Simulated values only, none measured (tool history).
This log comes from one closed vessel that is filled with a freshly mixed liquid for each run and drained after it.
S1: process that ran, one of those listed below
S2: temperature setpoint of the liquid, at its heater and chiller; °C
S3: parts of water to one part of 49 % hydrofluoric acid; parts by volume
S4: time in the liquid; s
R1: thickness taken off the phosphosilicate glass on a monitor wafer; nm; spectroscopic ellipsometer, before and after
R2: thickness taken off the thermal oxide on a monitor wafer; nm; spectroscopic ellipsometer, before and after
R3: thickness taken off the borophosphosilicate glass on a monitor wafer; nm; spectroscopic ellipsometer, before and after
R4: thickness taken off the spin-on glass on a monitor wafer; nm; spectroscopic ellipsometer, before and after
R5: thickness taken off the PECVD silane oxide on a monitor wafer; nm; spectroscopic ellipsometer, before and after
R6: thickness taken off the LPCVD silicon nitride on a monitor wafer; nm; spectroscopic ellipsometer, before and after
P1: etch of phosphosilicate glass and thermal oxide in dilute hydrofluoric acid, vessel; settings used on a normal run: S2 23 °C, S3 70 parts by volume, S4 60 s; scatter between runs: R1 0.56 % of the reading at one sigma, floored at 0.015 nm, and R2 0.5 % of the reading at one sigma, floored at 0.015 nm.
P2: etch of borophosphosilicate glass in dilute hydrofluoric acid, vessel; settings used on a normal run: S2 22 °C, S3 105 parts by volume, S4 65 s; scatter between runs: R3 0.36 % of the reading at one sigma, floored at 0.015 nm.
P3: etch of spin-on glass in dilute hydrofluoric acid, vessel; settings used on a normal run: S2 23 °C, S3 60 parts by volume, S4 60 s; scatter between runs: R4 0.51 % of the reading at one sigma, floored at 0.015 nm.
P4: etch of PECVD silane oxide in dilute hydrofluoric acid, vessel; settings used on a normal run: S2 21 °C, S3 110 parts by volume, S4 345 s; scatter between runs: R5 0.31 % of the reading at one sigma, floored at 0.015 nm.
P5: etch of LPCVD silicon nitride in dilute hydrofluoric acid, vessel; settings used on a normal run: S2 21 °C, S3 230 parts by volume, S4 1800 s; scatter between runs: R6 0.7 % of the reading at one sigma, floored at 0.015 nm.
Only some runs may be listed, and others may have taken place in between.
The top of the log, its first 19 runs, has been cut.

run 20 hour=164 | S1=P3 S2=19 S3=60 S4=60 | R4=28.633
run 21 hour=173.2 | S1=P4 S2=21 S3=110 S4=345 | R5=43.631
run 22 hour=182.5 | S1=P2 S2=30 S3=105 S4=65 | R3=54.018
run 23 hour=193.3 | S1=P1 S2=27.5 S3=115 S4=60 | R1=115.44 R2=2.8314
run 24 hour=199.2 | S1=P3 S2=23 S3=60 S4=30 | R4=17.008
run 25 hour=204 | S1=P2 S2=22 S3=180 S4=65 | R3=21.322
run 26 hour=214.2 | S1=P1 S2=23 S3=70 S4=60 | R1=168.62 R2=4.1565
run 27 hour=225 | S1=P4 S2=29 S3=110 S4=345 | R5=58.885
run 28 hour=231.7 | S1=P1 S2=23 S3=70 S4=60 | R1=168.64 R2=4.1433
run 29 hour=241 | S1=P2 S2=22 S3=105 S4=65 | R3=39.518
run 30 hour=246.7 | S1=P1 S2=28 S3=45 S4=60 | R1=331.24 R2=8.179
run 31 hour=256.8 | S1=P5 S2=21 S3=230 S4=1800 | R6=3.3556
run 32 hour=261.9 | S1=P1 S2=29 S3=70 S4=60 | R1=213.96 R2=5.2061
run 33 hour=271.8 | S1=P2 S2=22 S3=105 S4=65 | R3=39.481
run 34 hour=279.4 | S1=P1 S2=23 S3=70 S4=60 | R1=168.58 R2=4.0959
run 35 hour=287.6 | S1=P1 S2=23 S3=70 S4=60 | R1=164.27 R2=3.9777

Forecast run 36:
run 36 hour=296 | S1=P1 S2=23 S3=70 S4=60 | R1=? R2=?

R1: 161.67 nm
R2: 3.9146 nm

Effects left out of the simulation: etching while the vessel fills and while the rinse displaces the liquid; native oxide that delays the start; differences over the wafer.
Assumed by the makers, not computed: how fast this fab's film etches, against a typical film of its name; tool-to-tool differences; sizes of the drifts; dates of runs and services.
